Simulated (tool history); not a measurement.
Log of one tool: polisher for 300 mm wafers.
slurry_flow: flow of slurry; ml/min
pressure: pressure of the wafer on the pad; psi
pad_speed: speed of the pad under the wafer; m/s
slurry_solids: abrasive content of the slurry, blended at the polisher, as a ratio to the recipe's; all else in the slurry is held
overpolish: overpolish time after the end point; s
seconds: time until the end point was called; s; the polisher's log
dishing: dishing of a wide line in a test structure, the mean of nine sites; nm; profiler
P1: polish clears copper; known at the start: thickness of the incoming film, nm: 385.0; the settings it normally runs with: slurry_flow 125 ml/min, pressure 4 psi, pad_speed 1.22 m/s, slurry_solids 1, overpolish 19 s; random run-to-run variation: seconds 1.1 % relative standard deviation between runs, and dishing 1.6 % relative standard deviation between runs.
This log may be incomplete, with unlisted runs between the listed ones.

run	hour	slurry_flow	pressure	pad_speed	slurry_solids	overpolish	wafers polished on this pad	hours since the slurry nozzle was cleaned	hours since the head pressure was calibrated	hours since the slurry blender was calibrated	seconds	dishing
1	13.2	125	4	1.22	1	19	582	247.3	646.5	154.4	74.229	47.714
2	24	125	2	1.22	1	19	684	258.1	657.3	165.2	148.96	27.79
3	36.2	160	4	1.22	1	19	800	270.3	669.5	177.4	71.045	48.642
4	43.7	125	4	1.22	1	19	871	277.8	677	184.9	73.802	47.326
5	51.4	125	4	0.86	0.55	19	944	285.5	684.7	192.6	120.69	35.476
6	61.1	125	4	1.22	1	19	1036	295.2	694.4	202.3	74.436	47.693
7	69.8	125	4	0.74	1	19	1118	303.9	703.1	211	124.23	33.983
8	78.7	125	4	1.82	1	19	1202	312.8	712	219.9	50.42	59.22
9	88.8	125	4	1.22	1	19	1298	322.9	722.1	230	76.267	47.564
10	95.2	125	4	1.22	1	7	1359	329.3	728.5	236.4	73.992	22.996
11	102.2	125	4	1.22	1	19	1425	336.3	735.5	243.4	74.954	48.443
12	110.7	125	5.2	1.22	1	19	1505	344.8	744	251.9	56.877	56.975
13	120	125	4	1.22	1.4	19	1593	354.1	753.3	261.2	69.077	49.246
14	128.1	125	4	1.22	0.55	19	1670	362.2	761.4	269.3	84.104	44.31
15	134.8	75	4	1.22	1	19	1734	368.9	768.1	276	84.548	43.459
16	144.7	125	4	1.64	0.6	19	1827	378.8	778	285.9	62.241	52.122
17	155.3	125	4	1.62	1	6	1928	389.4	788.6	296.5	55.495	25.701
18	165.5	125	4	1.22	1	34	2024	399.6	798.8	306.7	75.386	63.093
19	172.7	125	4	1.22	1	19	2093	406.8	806	313.9	74.504	47.076
20	179.1	125	4	1.22	1	19	2153	413.2	812.4	320.3	75.854	47.222
21	185.7	125	4	1.22	1	19	2216	419.8	819	326.9	77.656	46.414
# hour 196.9: head pressure recalibrated
22	197	125	4	1.22	1	19	2323	431.1	0.2	338.2	81.252	45.988
23	203.9	125	4	1.22	1	19	2388	438	7.1	345.1	80.411	45.923
24	210.4	125	4	1.22	1	19	2450	444.5	13.6	351.6	81.634	44.68
# hour 211.8: slurry blender recalibrated
25	221.4	125	4	1.22	1	19	2554	455.5	24.6	9.7	80.114	44.539
26	229.9	125	4	1.22	1	19	2634	464	33.1	18.2	81.549	46.051
27	240.7	125	4	1.22	1	19	2737	474.8	43.9	29	81.047	45.635

P1 has crept away from where it was. The log is fitted equally well by each of these 2 causes, at the sizes shown:
A: slurry flow missing at the pad, % = 32.8
B: removal rate lost through wear of the pad, % = 9.25
The drift started at roughly hour 172.7.
What rules out each remaining cause:
head's pressure below its setpoint, %: serviced at hour 196.9, after the change had begun; the process did not return to its earlier output
abrasive missing from the slurry, %: serviced at hour 211.8, after the change had begun; the process did not return to its earlier output

You are offered 4 check runs, listed below with question marks in place of their results; each one averages 5 wafers. Which run separates the listed causes by giving clearly different results for each?
check 1	251.5	125	4	1.22	1.3	19					?	?
check 2	251.5	125	4	1.22	1.2	19					?	?
check 3	251.5	125	3.1	1.64	1	19					?	?
check 4	251.5	85	4	1.22	0.8	19					?	?

Predicted outcomes, by check and by cause:
check	result	if A	if B
check 1	seconds	77.615	77.603
check 1	dishing	46.705	46.709
check 2	seconds	78.993	78.981
check 2	dishing	46.206	46.21
check 3	seconds	78.878	78.866
check 3	dishing	45.299	45.303
check 4	seconds	98.281	94.602
check 4	dishing	40.121	41.165
Separation of the two closest causes in each check, using whichever result separates them best: check 1 0.01 %; check 2 0.01 %; check 3 0.01 %; check 4 3.82 %
Of the check runs offered, only check 4 discriminates between the causes; the rest would read about the same regardless of which cause applies.

Running check 4 produced the following: seconds 94.834 s; dishing 41.48 nm. Which one of the listed causes fits?

The correct cause is B, namely: removal rate lost through wear of the pad, %.
